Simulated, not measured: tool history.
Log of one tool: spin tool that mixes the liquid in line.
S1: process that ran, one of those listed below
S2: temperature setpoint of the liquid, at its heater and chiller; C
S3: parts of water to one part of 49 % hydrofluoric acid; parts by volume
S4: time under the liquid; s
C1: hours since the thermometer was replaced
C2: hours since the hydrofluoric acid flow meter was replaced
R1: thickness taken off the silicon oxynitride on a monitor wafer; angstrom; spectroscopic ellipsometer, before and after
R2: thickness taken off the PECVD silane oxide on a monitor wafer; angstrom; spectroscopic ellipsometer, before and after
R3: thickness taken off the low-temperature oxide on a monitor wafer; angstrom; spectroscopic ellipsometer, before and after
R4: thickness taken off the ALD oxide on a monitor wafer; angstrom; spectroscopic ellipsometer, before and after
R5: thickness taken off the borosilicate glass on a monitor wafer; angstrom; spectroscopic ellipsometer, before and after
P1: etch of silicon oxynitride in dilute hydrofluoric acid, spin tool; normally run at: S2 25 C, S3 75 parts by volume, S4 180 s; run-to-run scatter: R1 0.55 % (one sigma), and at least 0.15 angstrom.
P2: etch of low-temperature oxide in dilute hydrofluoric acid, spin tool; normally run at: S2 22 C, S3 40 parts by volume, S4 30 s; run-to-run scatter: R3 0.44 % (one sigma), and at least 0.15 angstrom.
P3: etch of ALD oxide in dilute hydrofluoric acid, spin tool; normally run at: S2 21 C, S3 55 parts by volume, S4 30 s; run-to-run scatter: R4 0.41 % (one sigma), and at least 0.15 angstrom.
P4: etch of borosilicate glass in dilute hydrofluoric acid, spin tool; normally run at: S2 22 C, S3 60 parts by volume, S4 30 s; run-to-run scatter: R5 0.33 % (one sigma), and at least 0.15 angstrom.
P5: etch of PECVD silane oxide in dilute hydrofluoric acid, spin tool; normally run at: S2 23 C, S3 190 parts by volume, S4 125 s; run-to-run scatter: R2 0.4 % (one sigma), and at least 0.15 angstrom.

Run 1, hour 6.8: S1 P1, S2 25 C, S3 75 parts by volume, S4 180 s; C1 182.1; C2 277.6. Result: R1 72.872 angstrom.
Run 2, hour 12.6: S1 P1, S2 32 C, S3 75 parts by volume, S4 180 s; C1 187.9; C2 283.4. Result: R1 100.86 angstrom.
Run 3, hour 18.7: S1 P5, S2 29.5 C, S3 190 parts by volume, S4 125 s; C1 194; C2 289.5. Result: R2 185.71 angstrom.
Run 4, hour 23: S1 P1, S2 31 C, S3 75 parts by volume, S4 30 s; C1 198.3; C2 293.8. Result: R1 15.911 angstrom.
Run 5, hour 28.7: S1 P1, S2 25 C, S3 75 parts by volume, S4 305 s; C1 204; C2 299.5. Result: R1 122.25 angstrom.
Run 6, hour 35.5: S1 P5, S2 23 C, S3 190 parts by volume, S4 125 s; C1 210.8; C2 306.3. Result: R2 145.67 angstrom.
Run 7, hour 40.3: S1 P2, S2 17 C, S3 40 parts by volume, S4 30 s; C1 215.6; C2 311.1. Result: R3 124.55 angstrom.
Run 8, hour 43.4: S1 P1, S2 25 C, S3 120 parts by volume, S4 180 s; C1 218.7; C2 314.2. Result: R1 43.131 angstrom.
Run 9, hour 48.3: S1 P1, S2 25 C, S3 75 parts by volume, S4 20 s; C1 223.6; C2 319.1. Result: R1 8.248 angstrom.
Run 10, hour 54.7: S1 P1, S2 25 C, S3 75 parts by volume, S4 180 s; C1 230; C2 325.5. Result: R1 72.534 angstrom.
At hour 57.3: thermometer replaced.
Run 11, hour 59.4: S1 P1, S2 19 C, S3 75 parts by volume, S4 180 s; C1 2.1; C2 330.2. Result: R1 53.514 angstrom.
Run 12, hour 63.1: S1 P3, S2 21 C, S3 20 parts by volume, S4 30 s; C1 5.8; C2 333.9. Result: R4 385.84 angstrom.
Run 13, hour 66.5: S1 P3, S2 26 C, S3 55 parts by volume, S4 30 s; C1 9.2; C2 337.3. Result: R4 164.71 angstrom.
Run 14, hour 71.2: S1 P4, S2 22 C, S3 60 parts by volume, S4 30 s; C1 13.9; C2 342. Result: R5 178.08 angstrom.
Run 15, hour 75.5: S1 P4, S2 22 C, S3 60 parts by volume, S4 60 s; C1 18.2; C2 346.3. Result: R5 355.09 angstrom.
Run 16, hour 80.1: S1 P5, S2 23 C, S3 190 parts by volume, S4 125 s; C1 22.8; C2 350.9. Result: R2 146.77 angstrom.
Run 17, hour 85.4: S1 P2, S2 22 C, S3 20 parts by volume, S4 30 s; C1 28.1; C2 356.2. Result: R3 314.55 angstrom.
Run 18, hour 89.8: S1 P1, S2 25 C, S3 35 parts by volume, S4 180 s; C1 32.5; C2 360.6. Result: R1 160.95 angstrom.
Run 19, hour 96.6: S1 P2, S2 22 C, S3 40 parts by volume, S4 30 s; C1 39.3; C2 367.4. Result: R3 153.29 angstrom.
Run 20, hour 102.4: S1 P5, S2 23 C, S3 190 parts by volume, S4 50 s; C1 45.1; C2 373.2. Result: R2 58.856 angstrom.
Run 21, hour 108.2: S1 P3, S2 21 C, S3 55 parts by volume, S4 30 s; C1 50.9; C2 379. Result: R4 134.23 angstrom.
Run 22, hour 114: S1 P1, S2 25 C, S3 75 parts by volume, S4 180 s; C1 56.7; C2 384.8. Result: R1 72.265 angstrom.
Run 23, hour 118.3: S1 P2, S2 22 C, S3 40 parts by volume, S4 15 s; C1 61; C2 389.1. Result: R3 77.166 angstrom.
Run 24, hour 123.5: S1 P4, S2 22 C, S3 60 parts by volume, S4 30 s; C1 66.2; C2 394.3. Result: R5 178.15 angstrom.
Run 25, hour 130.6: S1 P5, S2 23 C, S3 90 parts by volume, S4 125 s; C1 73.3; C2 401.4. Result: R2 346.38 angstrom.
Run 26, hour 136: S1 P1, S2 25 C, S3 110 parts by volume, S4 295 s; C1 78.7; C2 406.8. Result: R1 78.379 angstrom.
Run 27, hour 141.6: S1 P4, S2 17 C, S3 60 parts by volume, S4 30 s; C1 84.3; C2 412.4. Result: R5 144.46 angstrom.
Run 28, hour 146.2: S1 P4, S2 22 C, S3 35 parts by volume, S4 30 s; C1 88.9; C2 417. Result: R5 314.08 angstrom.
Run 29, hour 149.4: S1 P3, S2 21 C, S3 55 parts by volume, S4 55 s; C1 92.1; C2 420.2. Result: R4 246.07 angstrom.
Run 30, hour 156.2: S1 P1, S2 25 C, S3 75 parts by volume, S4 180 s; C1 98.9; C2 427. Result: R1 72.832 angstrom.
Run 31, hour 160.8: S1 P1, S2 25 C, S3 75 parts by volume, S4 180 s; C1 103.5; C2 431.6. Result: R1 72.748 angstrom.
Run 32, hour 167: S1 P1, S2 25 C, S3 75 parts by volume, S4 180 s; C1 109.7; C2 437.8. Result: R1 74.084 angstrom.
Run 33, hour 170.3: S1 P1, S2 25 C, S3 75 parts by volume, S4 180 s; C1 113; C2 441.1. Result: R1 76.334 angstrom.
Run 34, hour 177.4: S1 P1, S2 25 C, S3 75 parts by volume, S4 180 s; C1 120.1; C2 448.2. Result: R1 77.545 angstrom.
Run 35, hour 181.1: S1 P1, S2 25 C, S3 75 parts by volume, S4 180 s; C1 123.8; C2 451.9. Result: R1 77.225 angstrom.
Run 36, hour 185.8: S1 P1, S2 25 C, S3 75 parts by volume, S4 180 s; C1 128.5; C2 456.6. Result: R1 78.742 angstrom.
Run 37, hour 190.8: S1 P1, S2 25 C, S3 75 parts by volume, S4 180 s; C1 133.5; C2 461.6. Result: R1 79.213 angstrom.
Run 38, hour 195.7: S1 P1, S2 25 C, S3 75 parts by volume, S4 180 s; C1 138.4; C2 466.5. Result: R1 78.364 angstrom.
Run 39, hour 199.3: S1 P1, S2 25 C, S3 75 parts by volume, S4 180 s; C1 142; C2 470.1. Result: R1 78.369 angstrom.
Run 40, hour 206.5: S1 P1, S2 25 C, S3 75 parts by volume, S4 180 s; C1 149.2; C2 477.3. Result: R1 79.375 angstrom.
Run 41, hour 210.1: S1 P1, S2 25 C, S3 75 parts by volume, S4 180 s; C1 152.8; C2 480.9. Result: R1 79.066 angstrom.
Run 42, hour 214.3: S1 P1, S2 25 C, S3 75 parts by volume, S4 180 s; C1 157; C2 485.1. Result: R1 78.299 angstrom.

What P1 gives has crept away from where it was. These 2 causes fit the log equally well, each at the size given:
A: liquid hotter than its thermometer reads (K) = 1.82
B: hydrofluoric acid flow above the setpoint (%) = 8.42
The creep began at about hour 160.8.

4 check runs are offered, one wafer each, their results left as question marks. Which one tells the causes apart?
Run check 1, hour 218.5: S1 P5, S2 29.5 C, S3 190 parts by volume, S4 125 s. Result: R2 ?.
Run check 2, hour 218.5: S1 P3, S2 21 C, S3 20 parts by volume, S4 30 s. Result: R4 ?.
Run check 3, hour 218.5: S1 P2, S2 18 C, S3 25 parts by volume, S4 30 s. Result: R3 ?.
Run check 4, hour 218.5: S1 P4, S2 17 C, S3 40 parts by volume, S4 30 s. Result: R5 ?.

What each check would give under each cause:
  check  result    if A    if B
check 1      R2  197.54   204.8
check 2      R4  417.63  419.56
check 3      R3  228.09  228.91
check 4      R5  239.56  240.83
How far apart the two closest causes lie, in the result that separates them most: check 1 3.61 %; check 2 0.46 %; check 3 0.36 %; check 4 0.53 %
Check 1 tells the causes apart: in the others they would give nearly the same result.

Then check 1 was run and gave: R2 204.81 angstrom. Which cause is it?

It is B: hydrofluoric acid flow above the setpoint (%).
